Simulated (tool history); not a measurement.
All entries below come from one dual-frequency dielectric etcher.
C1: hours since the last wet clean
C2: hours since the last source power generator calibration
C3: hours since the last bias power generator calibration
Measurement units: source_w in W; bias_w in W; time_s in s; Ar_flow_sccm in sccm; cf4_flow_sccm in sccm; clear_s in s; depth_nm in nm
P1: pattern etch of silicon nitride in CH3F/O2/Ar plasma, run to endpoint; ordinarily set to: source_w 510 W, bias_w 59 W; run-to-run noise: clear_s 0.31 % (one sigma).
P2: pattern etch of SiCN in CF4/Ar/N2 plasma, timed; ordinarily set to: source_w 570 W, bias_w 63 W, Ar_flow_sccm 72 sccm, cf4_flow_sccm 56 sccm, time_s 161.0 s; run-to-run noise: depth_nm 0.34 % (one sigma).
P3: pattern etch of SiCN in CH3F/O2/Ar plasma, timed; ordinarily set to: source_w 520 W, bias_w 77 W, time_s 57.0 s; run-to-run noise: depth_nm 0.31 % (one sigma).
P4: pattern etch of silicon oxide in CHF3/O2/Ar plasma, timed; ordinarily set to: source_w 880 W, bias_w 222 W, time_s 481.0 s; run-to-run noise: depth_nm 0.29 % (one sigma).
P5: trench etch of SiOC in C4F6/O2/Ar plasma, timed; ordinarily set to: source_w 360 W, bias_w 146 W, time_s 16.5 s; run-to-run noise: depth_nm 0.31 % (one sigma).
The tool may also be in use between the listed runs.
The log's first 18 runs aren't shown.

{"run": 19, "hour": 141.8, "process": "P1", "source_w": 640, "bias_w": 59, "C1": 487.3, "C2": 2758.6, "C3": 681.8, "clear_s": 36.85}
{"run": 20, "hour": 147.3, "process": "P1", "source_w": 390, "bias_w": 59, "C1": 492.8, "C2": 2764.1, "C3": 687.3, "clear_s": 44.75}
{"run": 21, "hour": 156.8, "process": "P3", "source_w": 520, "bias_w": 77, "time_s": 57.0, "C1": 502.3, "C2": 2773.6, "C3": 696.8, "depth_nm": 23.216}
{"run": 22, "hour": 165.5, "process": "P2", "source_w": 570, "bias_w": 63, "time_s": 161.0, "Ar_flow_sccm": 72, "cf4_flow_sccm": 74, "C1": 511.0, "C2": 2782.3, "C3": 705.5, "depth_nm": 171.2}
{"run": 23, "hour": 173.3, "process": "P2", "source_w": 570, "bias_w": 63, "time_s": 161.0, "Ar_flow_sccm": 72, "cf4_flow_sccm": 56, "C1": 518.8, "C2": 2790.1, "C3": 713.3, "depth_nm": 164.42}
{"run": 24, "hour": 178.9, "process": "P2", "source_w": 570, "bias_w": 63, "time_s": 161.0, "Ar_flow_sccm": 89, "cf4_flow_sccm": 56, "C1": 524.4, "C2": 2795.7, "C3": 718.9, "depth_nm": 158.61}
{"run": 25, "hour": 185.3, "process": "P5", "source_w": 270, "bias_w": 146, "time_s": 16.5, "C1": 530.8, "C2": 2802.1, "C3": 725.3, "depth_nm": 27.264}
{"run": 26, "hour": 191.2, "process": "P2", "source_w": 570, "bias_w": 45, "time_s": 161.0, "Ar_flow_sccm": 72, "cf4_flow_sccm": 56, "C1": 536.7, "C2": 2808.0, "C3": 731.2, "depth_nm": 147.63}
{"run": 27, "hour": 199.0, "process": "P1", "source_w": 510, "bias_w": 59, "C1": 544.5, "C2": 2815.8, "C3": 739.0, "clear_s": 40.2}
{"hour": 201.9, "done": "source power generator calibrated"}
{"run": 28, "hour": 204.1, "process": "P4", "source_w": 880, "bias_w": 222, "time_s": 481.0, "C1": 549.6, "C2": 2.2, "C3": 744.1, "depth_nm": 1195.8}
{"run": 29, "hour": 213.9, "process": "P1", "source_w": 510, "bias_w": 59, "C1": 559.4, "C2": 12.0, "C3": 753.9, "clear_s": 40.589}
{"run": 30, "hour": 222.3, "process": "P3", "source_w": 330, "bias_w": 77, "time_s": 57.0, "C1": 567.8, "C2": 20.4, "C3": 762.3, "depth_nm": 19.559}
{"run": 31, "hour": 230.5, "process": "P3", "source_w": 520, "bias_w": 77, "time_s": 34.0, "C1": 576.0, "C2": 28.6, "C3": 770.5, "depth_nm": 13.811}
{"run": 32, "hour": 236.5, "process": "P1", "source_w": 510, "bias_w": 59, "C1": 582.0, "C2": 34.6, "C3": 776.5, "clear_s": 40.331}
{"run": 33, "hour": 243.4, "process": "P1", "source_w": 510, "bias_w": 59, "C1": 588.9, "C2": 41.5, "C3": 783.4, "clear_s": 39.645}
{"run": 34, "hour": 252.4, "process": "P1", "source_w": 510, "bias_w": 59, "C1": 597.9, "C2": 50.5, "C3": 792.4, "clear_s": 39.782}

Run 35 has not been measured yet. What should we expect?
{"run": 35, "hour": 258.5, "process": "P1", "source_w": 510, "bias_w": 59, "C1": 604.0, "C2": 56.6, "C3": 798.5, "clear_s": "?"}

Run 35 yielded clear_s 39.910 s.

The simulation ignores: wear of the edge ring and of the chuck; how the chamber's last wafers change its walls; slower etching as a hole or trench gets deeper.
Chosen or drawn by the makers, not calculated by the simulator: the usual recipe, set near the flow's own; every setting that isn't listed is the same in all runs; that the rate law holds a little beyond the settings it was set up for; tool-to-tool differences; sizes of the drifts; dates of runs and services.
